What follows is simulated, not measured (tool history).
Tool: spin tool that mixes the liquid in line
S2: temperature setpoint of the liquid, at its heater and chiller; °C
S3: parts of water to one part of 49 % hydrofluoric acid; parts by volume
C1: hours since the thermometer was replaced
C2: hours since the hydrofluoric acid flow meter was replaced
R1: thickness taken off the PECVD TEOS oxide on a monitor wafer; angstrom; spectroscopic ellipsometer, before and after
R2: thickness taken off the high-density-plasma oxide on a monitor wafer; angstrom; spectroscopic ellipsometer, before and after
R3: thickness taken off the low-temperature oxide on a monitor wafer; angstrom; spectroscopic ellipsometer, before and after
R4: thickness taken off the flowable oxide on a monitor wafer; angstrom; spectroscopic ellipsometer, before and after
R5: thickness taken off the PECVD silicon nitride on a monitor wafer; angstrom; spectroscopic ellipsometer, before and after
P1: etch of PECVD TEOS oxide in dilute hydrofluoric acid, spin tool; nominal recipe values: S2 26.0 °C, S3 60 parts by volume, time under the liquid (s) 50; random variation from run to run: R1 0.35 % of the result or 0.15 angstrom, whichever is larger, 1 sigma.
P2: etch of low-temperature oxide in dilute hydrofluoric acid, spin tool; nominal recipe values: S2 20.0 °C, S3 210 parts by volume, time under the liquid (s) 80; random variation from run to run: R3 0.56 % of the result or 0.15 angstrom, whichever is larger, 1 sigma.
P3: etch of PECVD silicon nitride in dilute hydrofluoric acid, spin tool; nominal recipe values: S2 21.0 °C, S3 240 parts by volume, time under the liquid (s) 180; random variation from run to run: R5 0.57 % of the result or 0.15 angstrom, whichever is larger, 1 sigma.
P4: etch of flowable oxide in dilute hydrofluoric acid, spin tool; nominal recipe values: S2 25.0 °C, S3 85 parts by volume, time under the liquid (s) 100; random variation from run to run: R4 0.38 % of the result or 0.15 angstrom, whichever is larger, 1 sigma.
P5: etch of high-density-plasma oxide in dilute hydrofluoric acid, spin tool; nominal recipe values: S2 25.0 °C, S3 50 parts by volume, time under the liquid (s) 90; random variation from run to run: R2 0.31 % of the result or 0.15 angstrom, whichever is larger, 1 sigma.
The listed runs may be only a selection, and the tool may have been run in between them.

{"run": 1, "hour": 3.0, "process that ran": "P1", "S2": 26.0, "S3": 60, "time under the liquid (s)": 50, "C1": 1276.2, "C2": 367.8, "R1": 177.98}
{"run": 2, "hour": 6.6, "process that ran": "P5", "S2": 25.0, "S3": 50, "time under the liquid (s)": 90, "C1": 1279.8, "C2": 371.4, "R2": 143.03}
{"run": 3, "hour": 10.6, "process that ran": "P2", "S2": 20.0, "S3": 210, "time under the liquid (s)": 20, "C1": 1283.8, "C2": 375.4, "R3": 13.144}
{"run": 4, "hour": 13.5, "process that ran": "P5", "S2": 25.0, "S3": 50, "time under the liquid (s)": 165, "C1": 1286.7, "C2": 378.3, "R2": 260.12}
{"run": 5, "hour": 19.9, "process that ran": "P1", "S2": 33.0, "S3": 60, "time under the liquid (s)": 50, "C1": 1293.1, "C2": 384.7, "R1": 232.33}
{"run": 6, "hour": 23.7, "process that ran": "P4", "S2": 33.0, "S3": 85, "time under the liquid (s)": 100, "C1": 1296.9, "C2": 388.5, "R4": 627.1}
{"run": 7, "hour": 29.0, "process that ran": "P1", "S2": 26.0, "S3": 60, "time under the liquid (s)": 50, "C1": 1302.2, "C2": 393.8, "R1": 177.35}
{"run": 8, "hour": 32.2, "process that ran": "P1", "S2": 26.0, "S3": 60, "time under the liquid (s)": 50, "C1": 1305.4, "C2": 397.0, "R1": 178.78}
{"run": 9, "hour": 35.9, "process that ran": "P2", "S2": 20.0, "S3": 65, "time under the liquid (s)": 80, "C1": 1309.1, "C2": 400.7, "R3": 194.92}
{"run": 10, "hour": 41.2, "process that ran": "P1", "S2": 26.0, "S3": 60, "time under the liquid (s)": 50, "C1": 1314.4, "C2": 406.0, "R1": 176.7}
{"run": 11, "hour": 44.8, "process that ran": "P1", "S2": 26.0, "S3": 60, "time under the liquid (s)": 80, "C1": 1318.0, "C2": 409.6, "R1": 283.98}
{"run": 12, "hour": 50.2, "process that ran": "P1", "S2": 19.0, "S3": 60, "time under the liquid (s)": 50, "C1": 1323.4, "C2": 415.0, "R1": 133.34}
{"run": 13, "hour": 56.1, "process that ran": "P1", "S2": 26.0, "S3": 20, "time under the liquid (s)": 50, "C1": 1329.3, "C2": 420.9, "R1": 566.16}
{"run": 14, "hour": 60.8, "process that ran": "P4", "S2": 25.0, "S3": 85, "time under the liquid (s)": 100, "C1": 1334.0, "C2": 425.6, "R4": 462.91}
{"run": 15, "hour": 65.7, "process that ran": "P1", "S2": 26.0, "S3": 60, "time under the liquid (s)": 50, "C1": 1338.9, "C2": 430.5, "R1": 178.98}
{"run": 16, "hour": 69.9, "process that ran": "P5", "S2": 17.0, "S3": 50, "time under the liquid (s)": 90, "C1": 1343.1, "C2": 434.7, "R2": 101.27}
{"run": 17, "hour": 73.7, "process that ran": "P2", "S2": 17.0, "S3": 210, "time under the liquid (s)": 80, "C1": 1346.9, "C2": 438.5, "R3": 46.844}
{"run": 18, "hour": 77.4, "process that ran": "P1", "S2": 26.0, "S3": 60, "time under the liquid (s)": 15, "C1": 1350.6, "C2": 442.2, "R1": 53.255}
{"run": 19, "hour": 83.2, "process that ran": "P3", "S2": 17.0, "S3": 240, "time under the liquid (s)": 180, "C1": 1356.4, "C2": 448.0, "R5": 27.598}
{"run": 20, "hour": 87.8, "process that ran": "P1", "S2": 26.0, "S3": 20, "time under the liquid (s)": 75, "C1": 1361.0, "C2": 452.6, "R1": 848.69}
{"run": 21, "hour": 93.4, "process that ran": "P3", "S2": 21.0, "S3": 240, "time under the liquid (s)": 180, "C1": 1366.6, "C2": 458.2, "R5": 35.833}
{"run": 22, "hour": 96.7, "process that ran": "P5", "S2": 25.0, "S3": 20, "time under the liquid (s)": 90, "C1": 1369.9, "C2": 461.5, "R2": 370.93}
{"run": 23, "hour": 101.4, "process that ran": "P4", "S2": 25.0, "S3": 85, "time under the liquid (s)": 100, "C1": 1374.6, "C2": 466.2, "R4": 462.23}
{"run": 24, "hour": 105.9, "process that ran": "P2", "S2": 20.0, "S3": 210, "time under the liquid (s)": 80, "C1": 1379.1, "C2": 470.7, "R3": 52.567}
{"run": 25, "hour": 112.1, "process that ran": "P1", "S2": 32.5, "S3": 30, "time under the liquid (s)": 50, "C1": 1385.3, "C2": 476.9, "R1": 480.57}
{"run": 26, "hour": 115.7, "process that ran": "P4", "S2": 25.0, "S3": 40, "time under the liquid (s)": 100, "C1": 1388.9, "C2": 480.5, "R4": 1048.9}
{"run": 27, "hour": 121.4, "process that ran": "P1", "S2": 26.0, "S3": 60, "time under the liquid (s)": 50, "C1": 1394.6, "C2": 486.2, "R1": 178.33}
{"run": 28, "hour": 126.5, "process that ran": "P3", "S2": 21.0, "S3": 240, "time under the liquid (s)": 180, "C1": 1399.7, "C2": 491.3, "R5": 35.046}
{"run": 29, "hour": 130.1, "process that ran": "P4", "S2": 25.0, "S3": 85, "time under the liquid (s)": 150, "C1": 1403.3, "C2": 494.9, "R4": 699.34}
{"run": 30, "hour": 133.9, "process that ran": "P3", "S2": 21.0, "S3": 440, "time under the liquid (s)": 180, "C1": 1407.1, "C2": 498.7, "R5": 19.269}
{"run": 31, "hour": 138.5, "process that ran": "P3", "S2": 21.0, "S3": 240, "time under the liquid (s)": 85, "C1": 1411.7, "C2": 503.3, "R5": 16.808}
{"run": 32, "hour": 143.6, "process that ran": "P1", "S2": 26.0, "S3": 95, "time under the liquid (s)": 50, "C1": 1416.8, "C2": 508.4, "R1": 106.79}
{"run": 33, "hour": 148.3, "process that ran": "P1", "S2": 26.0, "S3": 60, "time under the liquid (s)": 50, "C1": 1421.5, "C2": 513.1, "R1": 177.47}
{"run": 34, "hour": 154.4, "process that ran": "P1", "S2": 26.0, "S3": 60, "time under the liquid (s)": 50, "C1": 1427.6, "C2": 519.2, "R1": 185.09}
{"run": 35, "hour": 158.6, "process that ran": "P1", "S2": 26.0, "S3": 60, "time under the liquid (s)": 50, "C1": 1431.8, "C2": 523.4, "R1": 185.31}
{"run": 36, "hour": 163.1, "process that ran": "P1", "S2": 26.0, "S3": 60, "time under the liquid (s)": 50, "C1": 1436.3, "C2": 527.9, "R1": 186.96}
{"run": 37, "hour": 168.3, "process that ran": "P1", "S2": 26.0, "S3": 60, "time under the liquid (s)": 50, "C1": 1441.5, "C2": 533.1, "R1": 189.31}
{"run": 38, "hour": 174.6, "process that ran": "P1", "S2": 26.0, "S3": 60, "time under the liquid (s)": 50, "C1": 1447.8, "C2": 539.4, "R1": 190.7}
{"run": 39, "hour": 178.6, "process that ran": "P1", "S2": 26.0, "S3": 60, "time under the liquid (s)": 50, "C1": 1451.8, "C2": 543.4, "R1": 191.46}
{"run": 40, "hour": 184.5, "process that ran": "P1", "S2": 26.0, "S3": 60, "time under the liquid (s)": 50, "C1": 1457.7, "C2": 549.3, "R1": 191.49}
{"run": 41, "hour": 190.4, "process that ran": "P1", "S2": 26.0, "S3": 60, "time under the liquid (s)": 50, "C1": 1463.6, "C2": 555.2, "R1": 192.19}
{"run": 42, "hour": 195.3, "process that ran": "P1", "S2": 26.0, "S3": 60, "time under the liquid (s)": 50, "C1": 1468.5, "C2": 560.1, "R1": 190.89}

The output of P1 has drifted from where it used to be. Each of the 2 causes below, taken at the size shown beside it, accounts for the log equally well:
A: liquid hotter than its thermometer reads (K) = 1.88
B: hydrofluoric acid flow above the setpoint (%) = 7.15
The gradual shift began around hour 148.3.

4 check runs are offered, one wafer each, their results left as question marks. Which one tells the causes apart?
{"run": "check 1", "hour": 200.2, "process that ran": "P4", "S2": 25.0, "S3": 85, "time under the liquid (s)": 100, "R4": "?"}
{"run": "check 2", "hour": 200.2, "process that ran": "P2", "S2": 20.0, "S3": 210, "time under the liquid (s)": 80, "R3": "?"}
{"run": "check 3", "hour": 200.2, "process that ran": "P3", "S2": 21.0, "S3": 240, "time under the liquid (s)": 180, "R5": "?"}
{"run": "check 4", "hour": 200.2, "process that ran": "P5", "S2": 25.0, "S3": 50, "time under the liquid (s)": 90, "R2": "?"}

Expected result of each check under each candidate cause:
check=check_1 result=R4 if_A=499.40 if_B=500.56
check=check_2 result=R3 if_A=55.963 if_B=56.600
check=check_3 result=R5 if_A=40.043 if_B=38.006
check=check_4 result=R2 if_A=153.39 if_B=153.00
Distance between the nearest two causes, measured in the result of the check that separates them most: check 1 0.23 %; check 2 1.13 %; check 3 5.22 %; check 4 0.25 %
Only in check 3 would the causes give clearly different results; in the remaining checks their results would be nearly the same.

Here is what check 3 returned: R5 38.146 angstrom. Which cause is it?

It is B: hydrofluoric acid flow above the setpoint (%).
